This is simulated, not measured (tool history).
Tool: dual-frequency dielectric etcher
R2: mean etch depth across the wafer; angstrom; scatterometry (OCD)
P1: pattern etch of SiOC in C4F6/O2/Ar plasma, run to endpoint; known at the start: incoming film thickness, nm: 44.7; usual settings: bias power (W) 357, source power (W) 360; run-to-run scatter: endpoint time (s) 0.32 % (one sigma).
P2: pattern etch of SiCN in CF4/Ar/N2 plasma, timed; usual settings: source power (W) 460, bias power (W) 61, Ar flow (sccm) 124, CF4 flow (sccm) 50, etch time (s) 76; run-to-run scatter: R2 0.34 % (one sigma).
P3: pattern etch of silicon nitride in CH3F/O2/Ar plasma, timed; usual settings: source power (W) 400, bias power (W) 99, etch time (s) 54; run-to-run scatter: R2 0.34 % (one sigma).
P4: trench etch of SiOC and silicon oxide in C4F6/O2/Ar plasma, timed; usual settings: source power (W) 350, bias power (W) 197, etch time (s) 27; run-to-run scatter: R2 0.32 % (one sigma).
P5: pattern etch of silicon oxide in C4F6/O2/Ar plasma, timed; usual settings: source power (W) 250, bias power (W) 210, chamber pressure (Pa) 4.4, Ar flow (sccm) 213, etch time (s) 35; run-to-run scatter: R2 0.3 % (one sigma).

run 1 hour=11.7 | process_that_ran=P1 bias_power_(W)=357 source_power_(W)=360 | endpoint_time_(s)=17.911
run 2 hour=26.4 | process_that_ran=P2 bias_power_(W)=61 source_power_(W)=460 Ar_flow_(sccm)=166 CF4_flow_(sccm)=50 etch_time_(s)=76 | R2=542.52
run 3 hour=37.6 | process_that_ran=P4 bias_power_(W)=197 source_power_(W)=350 etch_time_(s)=27 | R2=514.53
run 4 hour=50.5 | process_that_ran=P2 bias_power_(W)=61 source_power_(W)=460 Ar_flow_(sccm)=124 CF4_flow_(sccm)=50 etch_time_(s)=76 | R2=576.27
run 5 hour=58.8 | process_that_ran=P3 bias_power_(W)=99 source_power_(W)=540 etch_time_(s)=54 | R2=469.56
run 6 hour=68.4 | process_that_ran=P3 bias_power_(W)=130 source_power_(W)=400 etch_time_(s)=54 | R2=464.51
run 7 hour=80.8 | process_that_ran=P2 bias_power_(W)=61 source_power_(W)=460 Ar_flow_(sccm)=124 CF4_flow_(sccm)=37 etch_time_(s)=76 | R2=541.89
run 8 hour=89.4 | process_that_ran=P5 bias_power_(W)=210 source_power_(W)=180 Ar_flow_(sccm)=213 etch_time_(s)=35 chamber_pressure_(Pa)=4.4 | R2=875.96
run 9 hour=103.9 | process_that_ran=P2 bias_power_(W)=61 source_power_(W)=460 Ar_flow_(sccm)=124 CF4_flow_(sccm)=50 etch_time_(s)=42 | R2=314.95
run 10 hour=115.9 | process_that_ran=P5 bias_power_(W)=210 source_power_(W)=250 Ar_flow_(sccm)=165 etch_time_(s)=35 chamber_pressure_(Pa)=4.4 | R2=1017.6
run 11 hour=128.8 | process_that_ran=P5 bias_power_(W)=210 source_power_(W)=250 Ar_flow_(sccm)=213 etch_time_(s)=35 chamber_pressure_(Pa)=4.4 | R2=993.7
run 12 hour=139.6 | process_that_ran=P4 bias_power_(W)=127 source_power_(W)=350 etch_time_(s)=27 | R2=447.3
run 13 hour=154.1 | process_that_ran=P5 bias_power_(W)=148 source_power_(W)=250 Ar_flow_(sccm)=213 etch_time_(s)=35 chamber_pressure_(Pa)=4.4 | R2=884.49
run 14 hour=168.4 | process_that_ran=P3 bias_power_(W)=99 source_power_(W)=400 etch_time_(s)=54 | R2=416.99
run 15 hour=177.3 | process_that_ran=P1 bias_power_(W)=283 source_power_(W)=360 | endpoint_time_(s)=19.4
run 16 hour=187.9 | process_that_ran=P2 bias_power_(W)=85 source_power_(W)=460 Ar_flow_(sccm)=124 CF4_flow_(sccm)=50 etch_time_(s)=76 | R2=653.01
run 17 hour=201.7 | process_that_ran=P1 bias_power_(W)=268 source_power_(W)=290 | endpoint_time_(s)=21.407
run 18 hour=209.3 | process_that_ran=P4 bias_power_(W)=197 source_power_(W)=350 etch_time_(s)=27 | R2=510.15
run 19 hour=225 | process_that_ran=P1 bias_power_(W)=357 source_power_(W)=360 | endpoint_time_(s)=17.869
run 20 hour=241.5 | process_that_ran=P1 bias_power_(W)=435 source_power_(W)=360 | endpoint_time_(s)=16.652
run 21 hour=249.9 | process_that_ran=P4 bias_power_(W)=197 source_power_(W)=420 etch_time_(s)=27 | R2=548.71
run 22 hour=265.5 | process_that_ran=P3 bias_power_(W)=99 source_power_(W)=400 etch_time_(s)=77.5 | R2=598.79

Forecast run 23:
run 23 hour=274.1 | process_that_ran=P1 bias_power_(W)=357 source_power_(W)=360 | endpoint_time_(s)=?

endpoint time (s): 17.823
